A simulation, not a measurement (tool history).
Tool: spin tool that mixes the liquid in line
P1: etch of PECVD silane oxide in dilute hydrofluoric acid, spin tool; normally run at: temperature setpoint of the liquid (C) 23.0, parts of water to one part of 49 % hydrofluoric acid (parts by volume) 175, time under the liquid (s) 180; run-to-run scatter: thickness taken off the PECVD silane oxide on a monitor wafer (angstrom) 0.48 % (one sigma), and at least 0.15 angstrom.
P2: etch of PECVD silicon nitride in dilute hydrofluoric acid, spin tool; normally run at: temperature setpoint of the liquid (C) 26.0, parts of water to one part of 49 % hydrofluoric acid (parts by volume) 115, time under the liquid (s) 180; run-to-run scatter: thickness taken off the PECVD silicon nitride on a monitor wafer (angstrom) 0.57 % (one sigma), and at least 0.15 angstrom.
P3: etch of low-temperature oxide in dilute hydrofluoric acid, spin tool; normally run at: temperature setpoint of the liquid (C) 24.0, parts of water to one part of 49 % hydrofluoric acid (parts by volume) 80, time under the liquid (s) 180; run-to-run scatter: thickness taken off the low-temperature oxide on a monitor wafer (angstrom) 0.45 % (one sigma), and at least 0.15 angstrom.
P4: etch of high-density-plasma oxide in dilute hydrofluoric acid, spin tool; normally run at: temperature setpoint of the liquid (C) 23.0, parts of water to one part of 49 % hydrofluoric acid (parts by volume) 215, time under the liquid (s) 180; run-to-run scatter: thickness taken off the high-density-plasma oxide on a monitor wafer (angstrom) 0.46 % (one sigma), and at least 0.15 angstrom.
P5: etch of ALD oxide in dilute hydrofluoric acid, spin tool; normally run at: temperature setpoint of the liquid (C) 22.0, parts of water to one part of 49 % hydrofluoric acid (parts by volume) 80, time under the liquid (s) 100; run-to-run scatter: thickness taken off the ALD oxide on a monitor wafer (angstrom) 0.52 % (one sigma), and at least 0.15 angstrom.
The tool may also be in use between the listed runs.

| run | hour | process that ran | temperature setpoint of the liquid (C) | parts of water to one part of 49 % hydrofluoric acid (parts by volume) | time under the liquid (s) | hours since the thermometer was replaced | hours since the hydrofluoric acid flow meter was replaced | thickness taken off the PECVD silane oxide on a monitor wafer (angstrom) | thickness taken off the low-temperature oxide on a monitor wafer (angstrom) | thickness taken off the ALD oxide on a monitor wafer (angstrom) | thickness taken off the high-density-plasma oxide on a monitor wafer (angstrom) | thickness taken off the PECVD silicon nitride on a monitor wafer (angstrom) |
|---|---|---|---|---|---|---|---|---|---|---|---|---|
| 1 | 5.1 | P1 | 23.0 | 175 | 180 | 1198.7 | 1346.8 | 136.570 |  |  |  |  |
| 2 | 8.3 | P3 | 24.0 | 80 | 180 | 1201.9 | 1350.0 |  | 242.66 |  |  |  |
| 3 | 13.6 | P5 | 22.0 | 125 | 100 | 1207.2 | 1355.3 |  |  | 103.78 |  |  |
| 4 | 18.2 | P1 | 23.0 | 75 | 180 | 1211.8 | 1359.9 | 358.670 |  |  |  |  |
| 5 | 22.7 | P5 | 22.0 | 80 | 15 | 1216.3 | 1364.4 |  |  | 26.05 |  |  |
| 6 | 27.2 | P1 | 23.0 | 175 | 180 | 1220.8 | 1368.9 | 136.280 |  |  |  |  |
| 7 | 30.3 | P1 | 19.5 | 175 | 345 | 1223.9 | 1372.0 | 228.970 |  |  |  |  |
| 8 | 33.4 | P3 | 24.0 | 120 | 180 | 1227.0 | 1375.1 |  | 154.07 |  |  |  |
| 9 | 37.2 | P1 | 17.0 | 175 | 180 | 1230.8 | 1378.9 | 108.660 |  |  |  |  |
| 10 | 42.0 | P4 | 23.0 | 215 | 180 | 1235.6 | 1383.7 |  |  |  | 49.009 |  |
| 11 | 45.0 | P1 | 23.0 | 175 | 30 | 1238.6 | 1386.7 | 22.926 |  |  |  |  |
| 12 | 50.0 | P2 | 26.0 | 200 | 180 | 1243.6 | 1391.7 |  |  |  |  | 34.035 |
| 13 | 53.6 | P2 | 34.0 | 115 | 180 | 1247.2 | 1395.3 |  |  |  |  | 98.049 |
| 14 | 57.0 | P1 | 17.0 | 175 | 80 | 1250.6 | 1398.7 | 48.270 |  |  |  |  |
| 15 | 60.9 | P1 | 23.0 | 270 | 180 | 1254.5 | 1402.6 | 80.874 |  |  |  |  |
| 16 | 65.5 | P5 | 22.0 | 80 | 100 | 1259.1 | 1407.2 |  |  | 171.69 |  |  |
| 17 | 70.4 | P4 | 23.0 | 105 | 180 | 1264.0 | 1412.1 |  |  |  | 113.400 |  |
| 18 | 75.9 | P4 | 28.5 | 215 | 180 | 1269.5 | 1417.6 |  |  |  | 59.417 |  |
| 19 | 81.4 | P1 | 23.0 | 175 | 180 | 1275.0 | 1423.1 | 137.570 |  |  |  |  |
| 20 | 84.8 | P2 | 26.0 | 115 | 180 | 1278.4 | 1426.5 |  |  |  |  | 59.499 |
| 21 | 89.2 | P1 | 23.0 | 175 | 180 | 1282.8 | 1430.9 | 137.360 |  |  |  |  |
| 22 | 94.1 | P2 | 26.0 | 115 | 180 | 1287.7 | 1435.8 |  |  |  |  | 59.699 |
| 23 | 99.2 | P1 | 23.0 | 175 | 335 | 1292.8 | 1440.9 | 255.050 |  |  |  |  |
| 24 | 101.8 | P3 | 18.0 | 80 | 180 | 1295.4 | 1443.5 |  | 188.51 |  |  |  |
| 25 | 104.9 | P1 | 29.5 | 175 | 180 | 1298.5 | 1446.6 | 173.430 |  |  |  |  |
| 26 | 108.3 | P2 | 26.0 | 115 | 315 | 1301.9 | 1450.0 |  |  |  |  | 103.240 |
| 27 | 113.6 | P1 | 17.0 | 80 | 180 | 1307.2 | 1455.3 | 258.890 |  |  |  |  |
| 28 | 118.8 | P1 | 23.0 | 175 | 180 | 1312.4 | 1460.5 | 136.850 |  |  |  |  |
| 29 | 122.6 | P5 | 30.5 | 80 | 100 | 1316.2 | 1464.3 |  |  | 241.89 |  |  |
| 30 | 126.6 | P5 | 22.0 | 80 | 100 | 1320.2 | 1468.3 |  |  | 171.52 |  |  |
| 31 | 129.4 | P4 | 23.0 | 215 | 305 | 1323.0 | 1471.1 |  |  |  | 82.951 |  |
| 32 | 133.0 | P3 | 24.0 | 80 | 330 | 1326.6 | 1474.7 |  | 445.34 |  |  |  |
| 33 | 135.9 | P1 | 23.0 | 175 | 180 | 1329.5 | 1477.6 | 135.770 |  |  |  |  |
| 34 | 138.6 | P1 | 23.0 | 175 | 180 | 1332.2 | 1480.3 | 140.380 |  |  |  |  |
| 35 | 143.0 | P1 | 23.0 | 175 | 180 | 1336.6 | 1484.7 | 141.400 |  |  |  |  |
| 36 | 148.4 | P1 | 23.0 | 175 | 180 | 1342.0 | 1490.1 | 145.020 |  |  |  |  |
| 37 | 154.0 | P1 | 23.0 | 175 | 180 | 1347.6 | 1495.7 | 145.110 |  |  |  |  |
| 38 | 157.8 | P1 | 23.0 | 175 | 180 | 1351.4 | 1499.5 | 145.440 |  |  |  |  |
| 39 | 160.5 | P1 | 23.0 | 175 | 180 | 1354.1 | 1502.2 | 145.930 |  |  |  |  |

What P1 gives has crept away from where it was. These 2 causes fit the log equally well, each at the size given:
A: hydrofluoric acid flow above the setpoint (%) = 5.24
B: liquid hotter than its thermometer reads (K) = 1.61
The creep began at about hour 135.9.

4 check runs are offered, one wafer each, their results left as question marks. Which one tells the causes apart?
| check 1 | 163.2 | P4 | 23.0 | 215 | 180 |  |  |  |  |  | ? |  |
| check 2 | 163.2 | P5 | 22.0 | 80 | 100 |  |  |  |  | ? |  |  |
| check 3 | 163.2 | P2 | 26.0 | 115 | 180 |  |  |  |  |  |  | ? |
| check 4 | 163.2 | P3 | 24.0 | 80 | 180 |  |  |  | ? |  |  |  |

What each check would give under each cause:
| check | result | if A | if B |
|---|---|---|---|
| check 1 | thickness taken off the high-density-plasma oxide on a monitor wafer (angstrom) | 52.133 | 51.967 |
| check 2 | thickness taken off the ALD oxide on a monitor wafer (angstrom) | 181.69 | 183.43 |
| check 3 | thickness taken off the PECVD silicon nitride on a monitor wafer (angstrom) | 62.579 | 65.928 |
| check 4 | thickness taken off the low-temperature oxide on a monitor wafer (angstrom) | 256.72 | 258.83 |
How far apart the two closest causes lie, in the result that separates them most: check 1 0.32 %; check 2 0.96 %; check 3 5.21 %; check 4 0.82 %
Check 3 tells the causes apart: in the others they would give nearly the same result.

Then check 3 was run and gave: thickness taken off the PECVD silicon nitride on a monitor wafer (angstrom) 65.505. Which cause is it?

It is B: liquid hotter than its thermometer reads (K).
